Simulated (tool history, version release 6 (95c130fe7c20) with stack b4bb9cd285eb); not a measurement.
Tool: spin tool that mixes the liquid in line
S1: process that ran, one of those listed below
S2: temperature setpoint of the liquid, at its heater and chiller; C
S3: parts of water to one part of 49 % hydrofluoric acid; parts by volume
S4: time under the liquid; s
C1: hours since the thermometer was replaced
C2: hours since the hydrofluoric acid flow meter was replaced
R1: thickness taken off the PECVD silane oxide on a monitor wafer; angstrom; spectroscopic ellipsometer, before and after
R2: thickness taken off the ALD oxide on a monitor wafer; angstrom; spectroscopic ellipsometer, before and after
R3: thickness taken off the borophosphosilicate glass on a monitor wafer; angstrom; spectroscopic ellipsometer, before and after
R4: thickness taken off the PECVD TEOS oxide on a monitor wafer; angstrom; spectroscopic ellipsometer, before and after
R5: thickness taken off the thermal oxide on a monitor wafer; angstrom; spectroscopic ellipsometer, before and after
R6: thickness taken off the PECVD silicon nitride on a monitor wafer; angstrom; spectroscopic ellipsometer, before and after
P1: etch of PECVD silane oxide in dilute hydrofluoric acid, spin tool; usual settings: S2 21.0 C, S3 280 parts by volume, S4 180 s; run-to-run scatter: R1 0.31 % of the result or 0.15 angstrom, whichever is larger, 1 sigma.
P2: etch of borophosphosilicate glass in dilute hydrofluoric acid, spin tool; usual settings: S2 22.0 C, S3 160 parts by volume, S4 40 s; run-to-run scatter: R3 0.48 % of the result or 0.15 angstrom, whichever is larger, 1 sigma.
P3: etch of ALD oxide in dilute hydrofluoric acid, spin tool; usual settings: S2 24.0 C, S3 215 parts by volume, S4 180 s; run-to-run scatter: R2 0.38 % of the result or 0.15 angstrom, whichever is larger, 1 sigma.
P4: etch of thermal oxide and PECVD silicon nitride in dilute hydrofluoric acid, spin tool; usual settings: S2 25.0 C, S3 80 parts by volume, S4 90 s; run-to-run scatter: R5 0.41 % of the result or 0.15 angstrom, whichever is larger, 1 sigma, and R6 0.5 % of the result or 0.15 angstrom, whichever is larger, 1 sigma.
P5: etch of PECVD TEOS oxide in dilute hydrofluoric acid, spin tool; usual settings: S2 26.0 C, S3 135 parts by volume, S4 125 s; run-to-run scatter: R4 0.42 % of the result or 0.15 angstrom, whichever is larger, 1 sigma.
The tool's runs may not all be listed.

{"run": 1, "hour": 14.5, "S1": "P1", "S2": 21.0, "S3": 280, "S4": 180, "C1": 354.4, "C2": 152.2, "R1": 70.72}
{"run": 2, "hour": 30.4, "S1": "P3", "S2": 24.0, "S3": 215, "S4": 75, "C1": 370.3, "C2": 168.1, "R2": 30.382}
{"run": 3, "hour": 44.2, "S1": "P1", "S2": 21.0, "S3": 410, "S4": 45, "C1": 384.1, "C2": 181.9, "R1": 10.73}
{"run": 4, "hour": 56.5, "S1": "P3", "S2": 24.0, "S3": 215, "S4": 180, "C1": 396.4, "C2": 194.2, "R2": 73.148}
{"run": 5, "hour": 75.4, "S1": "P2", "S2": 17.0, "S3": 160, "S4": 40, "C1": 415.3, "C2": 213.1, "R3": 72.082}
{"run": 6, "hour": 87.8, "S1": "P1", "S2": 21.0, "S3": 165, "S4": 180, "C1": 427.7, "C2": 225.5, "R1": 134.23}
{"run": 7, "hour": 97.7, "S1": "P1", "S2": 17.0, "S3": 280, "S4": 105, "C1": 437.6, "C2": 235.4, "R1": 35.555}
{"run": 8, "hour": 108.9, "S1": "P5", "S2": 26.0, "S3": 235, "S4": 125, "C1": 448.8, "C2": 246.6, "R4": 67.947}
{"run": 9, "hour": 119.9, "S1": "P1", "S2": 21.0, "S3": 280, "S4": 180, "C1": 459.8, "C2": 257.6, "R1": 71.02}
{"run": 10, "hour": 130.1, "S1": "P5", "S2": 26.0, "S3": 135, "S4": 125, "C1": 470.0, "C2": 267.8, "R4": 132.77}
{"run": 11, "hour": 141.1, "S1": "P3", "S2": 24.0, "S3": 355, "S4": 180, "C1": 481.0, "C2": 278.8, "R2": 38.549}
{"run": 12, "hour": 155.4, "S1": "P5", "S2": 26.0, "S3": 135, "S4": 125, "C1": 495.3, "C2": 293.1, "R4": 134.4}
{"run": 13, "hour": 164.3, "S1": "P3", "S2": 24.0, "S3": 215, "S4": 180, "C1": 504.2, "C2": 302.0, "R2": 73.05}
{"run": 14, "hour": 179.2, "S1": "P1", "S2": 21.0, "S3": 420, "S4": 180, "C1": 519.1, "C2": 316.9, "R1": 41.623}
{"run": 15, "hour": 193.0, "S1": "P1", "S2": 21.0, "S3": 280, "S4": 20, "C1": 532.9, "C2": 330.7, "R1": 8.0299}
{"run": 16, "hour": 202.2, "S1": "P1", "S2": 17.0, "S3": 280, "S4": 180, "C1": 542.1, "C2": 339.9, "R1": 61.117}
{"run": 17, "hour": 220.7, "S1": "P5", "S2": 33.0, "S3": 135, "S4": 125, "C1": 560.6, "C2": 358.4, "R4": 173.36}
{"run": 18, "hour": 231.7, "S1": "P2", "S2": 22.0, "S3": 160, "S4": 15, "C1": 571.6, "C2": 369.4, "R3": 32.979}
{"run": 19, "hour": 248.1, "S1": "P4", "S2": 25.0, "S3": 140, "S4": 90, "C1": 588.0, "C2": 385.8, "R5": 29.596, "R6": 30.3}
{"run": 20, "hour": 260.9, "S1": "P2", "S2": 22.0, "S3": 45, "S4": 40, "C1": 600.8, "C2": 398.6, "R3": 357.17}
{"run": 21, "hour": 274.6, "S1": "P2", "S2": 22.0, "S3": 160, "S4": 40, "C1": 614.5, "C2": 412.3, "R3": 87.668}
{"run": 22, "hour": 286.4, "S1": "P3", "S2": 18.0, "S3": 215, "S4": 180, "C1": 626.3, "C2": 424.1, "R2": 58.448}
{"run": 23, "hour": 299.4, "S1": "P1", "S2": 21.0, "S3": 280, "S4": 180, "C1": 639.3, "C2": 437.1, "R1": 71.193}
{"run": 24, "hour": 312.6, "S1": "P4", "S2": 25.0, "S3": 80, "S4": 155, "C1": 652.5, "C2": 450.3, "R5": 96.079, "R6": 91.462}
{"run": 25, "hour": 326.1, "S1": "P4", "S2": 25.0, "S3": 80, "S4": 90, "C1": 666.0, "C2": 463.8, "R5": 55.246, "R6": 52.94}
{"run": 26, "hour": 342.3, "S1": "P1", "S2": 21.0, "S3": 280, "S4": 180, "C1": 682.2, "C2": 480.0, "R1": 70.518}
{"run": 27, "hour": 356.2, "S1": "P1", "S2": 21.0, "S3": 280, "S4": 320, "C1": 696.1, "C2": 493.9, "R1": 126.21}
{"run": 28, "hour": 367.7, "S1": "P5", "S2": 26.0, "S3": 135, "S4": 70, "C1": 707.6, "C2": 505.4, "R4": 75.202}
{"run": 29, "hour": 383.3, "S1": "P1", "S2": 28.0, "S3": 280, "S4": 180, "C1": 723.2, "C2": 521.0, "R1": 89.912}
{"run": 30, "hour": 393.1, "S1": "P1", "S2": 21.0, "S3": 280, "S4": 180, "C1": 733.0, "C2": 530.8, "R1": 70.917}
{"run": 31, "hour": 408.9, "S1": "P4", "S2": 17.5, "S3": 80, "S4": 90, "C1": 748.8, "C2": 546.6, "R5": 40.669, "R6": 31.735}
{"run": 32, "hour": 426.1, "S1": "P1", "S2": 17.0, "S3": 280, "S4": 45, "C1": 766.0, "C2": 563.8, "R1": 15.574}
{"run": 33, "hour": 436.2, "S1": "P1", "S2": 21.0, "S3": 280, "S4": 180, "C1": 776.1, "C2": 573.9, "R1": 70.834}
{"run": 34, "hour": 447.3, "S1": "P1", "S2": 21.0, "S3": 280, "S4": 180, "C1": 787.2, "C2": 585.0, "R1": 73.075}
{"run": 35, "hour": 457.8, "S1": "P1", "S2": 21.0, "S3": 280, "S4": 180, "C1": 797.7, "C2": 595.5, "R1": 73.913}
{"run": 36, "hour": 472.4, "S1": "P1", "S2": 21.0, "S3": 280, "S4": 180, "C1": 812.3, "C2": 610.1, "R1": 74.7}
{"run": 37, "hour": 480.5, "S1": "P1", "S2": 21.0, "S3": 280, "S4": 180, "C1": 820.4, "C2": 618.2, "R1": 75.35}
{"run": 38, "hour": 490.2, "S1": "P1", "S2": 21.0, "S3": 280, "S4": 180, "C1": 830.1, "C2": 627.9, "R1": 75.491}
{"run": 39, "hour": 499.0, "S1": "P1", "S2": 21.0, "S3": 280, "S4": 180, "C1": 838.9, "C2": 636.7, "R1": 75.281}
{"run": 40, "hour": 512.5, "S1": "P1", "S2": 21.0, "S3": 280, "S4": 180, "C1": 852.4, "C2": 650.2, "R1": 75.571}

What P1 gives has crept away from where it was. These 2 causes fit the log equally well, each at the size given:
A: hydrofluoric acid flow above the setpoint (%) = 5.09
B: liquid hotter than its thermometer reads (K) = 1.73
The creep began at about hour 436.2.

4 check runs are offered, one wafer each, their results left as question marks. Which one tells the causes apart?
{"run": "check 1", "hour": 526.0, "S1": "P5", "S2": 26.0, "S3": 135, "S4": 125, "R4": "?"}
{"run": "check 2", "hour": 526.0, "S1": "P4", "S2": 25.0, "S3": 80, "S4": 90, "R5": "?", "R6": "?"}
{"run": "check 3", "hour": 526.0, "S1": "P2", "S2": 22.0, "S3": 160, "S4": 40, "R3": "?"}
{"run": "check 4", "hour": 526.0, "S1": "P3", "S2": 24.0, "S3": 215, "S4": 180, "R2": "?"}

What each check would give under each cause:
check=check_1 result=R4 if_A=141.670 if_B=142.700
check=check_2 result=R5 if_A=58.586 if_B=59.402
check=check_2 result=R6 if_A=55.622 if_B=59.322
check=check_3 result=R3 if_A=93.062 if_B=93.848
check=check_4 result=R2 if_A=77.656 if_B=77.811
How far apart the two closest causes lie, in the result that separates them most: check 1 0.73 %; check 2 6.44 %; check 3 0.84 %; check 4 0.2 %
Only check 2 tells the causes apart: in the others they would give nearly the same result.

Check 2 was then run and gave: R5 59.162 angstrom; R6 59.841 angstrom. Which cause is it?

It is B: liquid hotter than its thermometer reads (K).
